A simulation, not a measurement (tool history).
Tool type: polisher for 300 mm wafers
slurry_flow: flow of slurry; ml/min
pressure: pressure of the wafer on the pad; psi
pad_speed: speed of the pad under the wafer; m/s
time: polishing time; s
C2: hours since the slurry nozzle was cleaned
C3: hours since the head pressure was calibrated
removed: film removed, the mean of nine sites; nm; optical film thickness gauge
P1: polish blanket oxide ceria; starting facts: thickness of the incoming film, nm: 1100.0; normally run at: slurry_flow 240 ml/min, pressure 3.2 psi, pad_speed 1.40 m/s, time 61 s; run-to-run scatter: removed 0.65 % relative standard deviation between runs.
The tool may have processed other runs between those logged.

Run 1, day 0.083: slurry_flow 240 ml/min, pressure 3.2 psi, pad_speed 1.40 m/s, time 61 s; wafers polished on this pad 1013; C2 294.3; C3 917.7. Result: removed 384.25 nm.
Run 2, day 0.242: slurry_flow 145 ml/min, pressure 3.2 psi, pad_speed 1.40 m/s, time 61 s; wafers polished on this pad 1036; C2 298.1; C3 921.5. Result: removed 359.29 nm.
Run 3, day 0.400: slurry_flow 240 ml/min, pressure 3.2 psi, pad_speed 1.40 m/s, time 61 s; wafers polished on this pad 1059; C2 301.9; C3 925.3. Result: removed 382.08 nm.
Run 4, day 0.492: slurry_flow 240 ml/min, pressure 3.2 psi, pad_speed 1.02 m/s, time 61 s; wafers polished on this pad 1073; C2 304.1; C3 927.5. Result: removed 281.10 nm.
Run 5, day 0.629: slurry_flow 240 ml/min, pressure 3.2 psi, pad_speed 1.40 m/s, time 61 s; wafers polished on this pad 1093; C2 307.4; C3 930.8. Result: removed 384.18 nm.
Run 6, day 0.721: slurry_flow 240 ml/min, pressure 3.2 psi, pad_speed 1.40 m/s, time 61 s; wafers polished on this pad 1106; C2 309.6; C3 933.0. Result: removed 385.29 nm.
Run 7, day 0.871: slurry_flow 240 ml/min, pressure 3.2 psi, pad_speed 1.40 m/s, time 93 s; wafers polished on this pad 1128; C2 313.2; C3 936.6. Result: removed 585.60 nm.
Run 8, day 0.967: slurry_flow 240 ml/min, pressure 3.2 psi, pad_speed 2.06 m/s, time 61 s; wafers polished on this pad 1142; C2 315.5; C3 938.9. Result: removed 564.91 nm.
Run 9, day 1.071: slurry_flow 240 ml/min, pressure 4.9 psi, pad_speed 1.40 m/s, time 61 s; wafers polished on this pad 1157; C2 318.0; C3 941.4. Result: removed 591.05 nm.
Run 10, day 1.171: slurry_flow 240 ml/min, pressure 3.2 psi, pad_speed 1.40 m/s, time 27 s; wafers polished on this pad 1172; C2 320.4; C3 943.8. Result: removed 170.34 nm.
Run 11, day 1.346: slurry_flow 240 ml/min, pressure 3.2 psi, pad_speed 1.40 m/s, time 61 s; wafers polished on this pad 1197; C2 324.6; C3 948.0. Result: removed 382.52 nm.
Run 12, day 1.454: slurry_flow 240 ml/min, pressure 1.4 psi, pad_speed 1.40 m/s, time 61 s; wafers polished on this pad 1213; C2 327.2; C3 950.6. Result: removed 167.75 nm.
Run 13, day 1.625: slurry_flow 345 ml/min, pressure 3.2 psi, pad_speed 1.40 m/s, time 61 s; wafers polished on this pad 1238; C2 331.3; C3 954.7. Result: removed 394.07 nm.
Run 14, day 1.733: slurry_flow 240 ml/min, pressure 3.2 psi, pad_speed 1.40 m/s, time 61 s; wafers polished on this pad 1254; C2 333.9; C3 957.3. Result: removed 381.53 nm.
Run 15, day 1.917: slurry_flow 340 ml/min, pressure 3.2 psi, pad_speed 0.78 m/s, time 61 s; wafers polished on this pad 1280; C2 338.3; C3 961.7. Result: removed 220.25 nm.
Run 16, day 2.071: slurry_flow 240 ml/min, pressure 3.2 psi, pad_speed 1.40 m/s, time 61 s; wafers polished on this pad 1303; C2 342.0; C3 965.4. Result: removed 383.37 nm.
Run 17, day 2.229: slurry_flow 240 ml/min, pressure 3.2 psi, pad_speed 1.40 m/s, time 61 s; wafers polished on this pad 1326; C2 345.8; C3 969.2. Result: removed 380.35 nm.
Run 18, day 2.325: slurry_flow 240 ml/min, pressure 3.2 psi, pad_speed 1.40 m/s, time 61 s; wafers polished on this pad 1340; C2 348.1; C3 971.5. Result: removed 377.59 nm.
Run 19, day 2.417: slurry_flow 240 ml/min, pressure 3.2 psi, pad_speed 1.40 m/s, time 61 s; wafers polished on this pad 1353; C2 350.3; C3 973.7. Result: removed 373.46 nm.
Run 20, day 2.579: slurry_flow 240 ml/min, pressure 3.2 psi, pad_speed 1.40 m/s, time 61 s; wafers polished on this pad 1377; C2 354.2; C3 977.6. Result: removed 375.73 nm.

What does the tool deliver on the next run?
Run 21, day 2.738: slurry_flow 240 ml/min, pressure 3.2 psi, pad_speed 1.40 m/s, time 61 s; wafers polished on this pad 1400; C2 358.0; C3 981.4. Result: removed ?.

removed: 370.92 nm
